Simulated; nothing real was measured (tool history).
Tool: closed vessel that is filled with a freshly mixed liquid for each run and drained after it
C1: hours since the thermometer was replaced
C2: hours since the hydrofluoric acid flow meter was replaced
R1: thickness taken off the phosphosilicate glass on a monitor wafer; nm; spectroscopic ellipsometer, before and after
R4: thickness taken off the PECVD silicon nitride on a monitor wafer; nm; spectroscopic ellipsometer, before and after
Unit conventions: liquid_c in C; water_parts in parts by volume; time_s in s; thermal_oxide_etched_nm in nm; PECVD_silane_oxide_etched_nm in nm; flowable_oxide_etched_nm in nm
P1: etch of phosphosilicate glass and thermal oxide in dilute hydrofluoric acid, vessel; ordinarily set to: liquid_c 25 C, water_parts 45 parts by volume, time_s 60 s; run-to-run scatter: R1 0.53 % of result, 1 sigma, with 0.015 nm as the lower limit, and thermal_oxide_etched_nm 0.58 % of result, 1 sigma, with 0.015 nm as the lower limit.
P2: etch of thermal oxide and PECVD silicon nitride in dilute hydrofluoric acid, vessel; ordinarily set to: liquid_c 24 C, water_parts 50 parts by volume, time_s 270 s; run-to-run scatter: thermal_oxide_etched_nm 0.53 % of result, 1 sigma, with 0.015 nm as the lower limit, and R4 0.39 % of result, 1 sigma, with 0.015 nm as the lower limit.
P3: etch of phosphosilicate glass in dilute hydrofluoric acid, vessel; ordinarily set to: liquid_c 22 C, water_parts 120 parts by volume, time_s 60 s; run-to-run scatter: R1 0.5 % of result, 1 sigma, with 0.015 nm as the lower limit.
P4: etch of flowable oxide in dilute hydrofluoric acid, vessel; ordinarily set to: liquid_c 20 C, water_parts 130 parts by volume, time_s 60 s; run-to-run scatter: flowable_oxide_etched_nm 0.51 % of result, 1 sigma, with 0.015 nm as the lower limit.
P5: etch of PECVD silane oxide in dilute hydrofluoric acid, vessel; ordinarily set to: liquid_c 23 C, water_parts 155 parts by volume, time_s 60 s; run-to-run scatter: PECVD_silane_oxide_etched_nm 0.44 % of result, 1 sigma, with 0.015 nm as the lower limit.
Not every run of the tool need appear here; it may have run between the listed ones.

run 1 day=0.358 | process=P1 liquid_c=25 water_parts=45 time_s=60 | C1=333.7 C2=228.7 | R1=264.15 thermal_oxide_etched_nm=7.0135
run 2 day=0.767 | process=P1 liquid_c=25 water_parts=70 time_s=30 | C1=343.5 C2=238.5 | R1=81.791 thermal_oxide_etched_nm=2.2074
run 3 day=1.4 | process=P3 liquid_c=22 water_parts=200 time_s=60 | C1=358.7 C2=253.7 | R1=21.76
run 4 day=1.996 | process=P5 liquid_c=23 water_parts=155 time_s=60 | C1=373 C2=268 | PECVD_silane_oxide_etched_nm=14.467
run 5 day=2.533 | process=P2 liquid_c=24 water_parts=25 time_s=270 | C1=385.9 C2=280.9 | thermal_oxide_etched_nm=58.466 R4=34.536
run 6 day=2.9 | process=P5 liquid_c=23 water_parts=155 time_s=30 | C1=394.7 C2=289.7 | PECVD_silane_oxide_etched_nm=7.2094
run 7 day=3.346 | process=P4 liquid_c=20 water_parts=130 time_s=60 | C1=405.4 C2=300.4 | flowable_oxide_etched_nm=17.012
run 8 day=4.012 | process=P3 liquid_c=22 water_parts=120 time_s=60 | C1=421.4 C2=316.4 | R1=39.609
run 9 day=4.696 | process=P3 liquid_c=22 water_parts=120 time_s=60 | C1=437.8 C2=332.8 | R1=39.454
run 10 day=5.392 | process=P2 liquid_c=24 water_parts=50 time_s=270 | C1=454.5 C2=349.5 | thermal_oxide_etched_nm=28.455 R4=17.61
run 11 day=6.092 | process=P5 liquid_c=23 water_parts=155 time_s=60 | C1=471.3 C2=366.3 | PECVD_silane_oxide_etched_nm=14.412
run 12 day=6.804 | process=P1 liquid_c=19.5 water_parts=45 time_s=60 | C1=488.4 C2=383.4 | R1=208.3 thermal_oxide_etched_nm=5.6698
run 13 day=7.504 | process=P4 liquid_c=20 water_parts=130 time_s=60 | C1=505.2 C2=400.2 | flowable_oxide_etched_nm=17.04
run 14 day=8.112 | process=P2 liquid_c=28.5 water_parts=50 time_s=270 | C1=519.8 C2=414.8 | thermal_oxide_etched_nm=34.083 R4=23.72
run 15 day=8.438 | process=P1 liquid_c=30.5 water_parts=65 time_s=60 | C1=527.6 C2=422.6 | R1=219.37 thermal_oxide_etched_nm=5.8904
run 16 day=9.129 | process=P4 liquid_c=20 water_parts=185 time_s=60 | C1=544.2 C2=439.2 | flowable_oxide_etched_nm=11.144
run 17 day=9.529 | process=P4 liquid_c=17 water_parts=130 time_s=60 | C1=553.8 C2=448.8 | flowable_oxide_etched_nm=14.821
run 18 day=9.95 | process=P5 liquid_c=23 water_parts=95 time_s=60 | C1=563.9 C2=458.9 | PECVD_silane_oxide_etched_nm=25.309
run 19 day=10.321 | process=P1 liquid_c=25 water_parts=45 time_s=30 | C1=572.8 C2=467.8 | R1=131.92 thermal_oxide_etched_nm=3.5414
run 20 day=10.929 | process=P1 liquid_c=25 water_parts=45 time_s=60 | C1=587.4 C2=482.4 | R1=262.38 thermal_oxide_etched_nm=7.0645
run 21 day=11.558 | process=P1 liquid_c=25 water_parts=45 time_s=60 | C1=602.5 C2=497.5 | R1=263.91 thermal_oxide_etched_nm=7.0415
run 22 day=11.992 | process=P1 liquid_c=31 water_parts=45 time_s=60 | C1=612.9 C2=507.9 | R1=333.07 thermal_oxide_etched_nm=9.015
run 23 day=12.704 | process=P3 liquid_c=29.5 water_parts=120 time_s=60 | C1=630 C2=525 | R1=52.574
run 24 day=13.267 | process=P1 liquid_c=25 water_parts=45 time_s=110 | C1=643.5 C2=538.5 | R1=477.9 thermal_oxide_etched_nm=12.869
run 25 day=13.933 | process=P5 liquid_c=31.5 water_parts=155 time_s=60 | C1=659.5 C2=554.5 | PECVD_silane_oxide_etched_nm=19.711
run 26 day=14.367 | process=P1 liquid_c=25 water_parts=75 time_s=60 | C1=669.9 C2=564.9 | R1=152.1 thermal_oxide_etched_nm=4.1047
run 27 day=14.796 | process=P2 liquid_c=24 water_parts=50 time_s=125 | C1=680.2 C2=575.2 | thermal_oxide_etched_nm=13.154 R4=8.2246
run 28 day=15.192 | process=P1 liquid_c=25 water_parts=20 time_s=60 | C1=689.7 C2=584.7 | R1=607.2 thermal_oxide_etched_nm=16.434
run 29 day=15.692 | process=P4 liquid_c=20 water_parts=130 time_s=90 | C1=701.7 C2=596.7 | flowable_oxide_etched_nm=25.169
run 30 day=16.121 | process=P3 liquid_c=22 water_parts=120 time_s=115 | C1=712 C2=607 | R1=76.378
run 31 day=16.492 | process=P1 liquid_c=25 water_parts=45 time_s=60 | C1=720.9 C2=615.9 | R1=263.38 thermal_oxide_etched_nm=7.1036
run 32 day=16.946 | process=P1 liquid_c=25 water_parts=45 time_s=60 | C1=731.8 C2=626.8 | R1=261.7 thermal_oxide_etched_nm=7.0846

Predict the results of run 33:
run 33 day=17.554 | process=P2 liquid_c=24 water_parts=50 time_s=270 | C1=746.4 C2=641.4 | thermal_oxide_etched_nm=? R4=?

{"run 33": {"thermal_oxide_etched_nm": 28.749, "R4": 17.67}}
